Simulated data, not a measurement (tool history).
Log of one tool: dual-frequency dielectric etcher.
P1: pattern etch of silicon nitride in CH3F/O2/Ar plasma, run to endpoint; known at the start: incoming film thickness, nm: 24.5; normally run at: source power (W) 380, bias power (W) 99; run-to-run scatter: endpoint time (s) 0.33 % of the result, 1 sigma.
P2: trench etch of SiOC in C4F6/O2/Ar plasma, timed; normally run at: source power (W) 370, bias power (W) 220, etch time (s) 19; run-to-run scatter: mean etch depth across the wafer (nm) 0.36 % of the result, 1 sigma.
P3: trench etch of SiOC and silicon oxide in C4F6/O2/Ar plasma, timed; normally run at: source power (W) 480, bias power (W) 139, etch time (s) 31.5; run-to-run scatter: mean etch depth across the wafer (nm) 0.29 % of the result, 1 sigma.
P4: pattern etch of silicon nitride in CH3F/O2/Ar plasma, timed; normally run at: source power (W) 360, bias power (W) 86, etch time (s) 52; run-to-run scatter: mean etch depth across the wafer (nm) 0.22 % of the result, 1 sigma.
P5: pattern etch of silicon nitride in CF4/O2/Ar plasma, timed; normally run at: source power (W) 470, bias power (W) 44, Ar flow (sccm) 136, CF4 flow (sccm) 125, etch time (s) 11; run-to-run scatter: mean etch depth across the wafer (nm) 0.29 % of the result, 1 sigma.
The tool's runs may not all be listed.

run,day,process that ran,source power (W),bias power (W),etch time (s),Ar flow (sccm),CF4 flow (sccm),endpoint time (s),mean etch depth across the wafer (nm)
1,0.521,P1,380,99,,,,33.723,
2,0.983,P3,620,139,31.5,,,,68.228
3,1.667,P1,260,71,,,,43.629,
4,2.325,P2,370,220,24.5,,,,51.02
5,2.879,P1,380,99,,,,33.663,
6,3.254,P5,670,44,11,136,125,,25.11
7,3.829,P1,380,99,,,,33.807,
8,4.35,P4,360,86,52,,,,35.653
9,4.833,P1,380,69,,,,38.18,
10,5.475,P4,430,86,52,,,,38.134
11,5.942,P5,470,44,11,187,125,,17.571
12,6.321,P3,480,139,31.5,,,,61.616
13,6.862,P1,380,99,,,,33.548,
14,7.275,P1,380,124,,,,30.769,
15,7.879,P3,480,177,31.5,,,,66.209
16,8.325,P1,380,99,,,,33.736,
17,8.812,P1,380,99,,,,33.584,
18,9.312,P4,360,57,52,,,,31.163
19,9.675,P3,480,139,43.5,,,,85.505
20,10.158,P1,490,99,,,,30.593,
21,10.458,P5,470,44,11,136,155,,18.855
22,10.792,P2,470,220,19,,,,43.311
23,11.45,P5,470,44,16,136,125,,26.836
24,12.05,P1,270,99,,,,38.199,
25,12.533,P5,470,44,11,136,125,,18.374
26,12.971,P4,360,86,70,,,,48.11
27,13.508,P5,470,44,11,136,125,,18.383
28,13.946,P2,370,143,19,,,,34.558
29,14.3,P4,360,86,52,,,,35.719

Run 30 comes next. What will it give?
30,14.812,P5,470,35,11,136,125,,?

{"run 30": {"mean etch depth across the wafer (nm)": 16.902}}
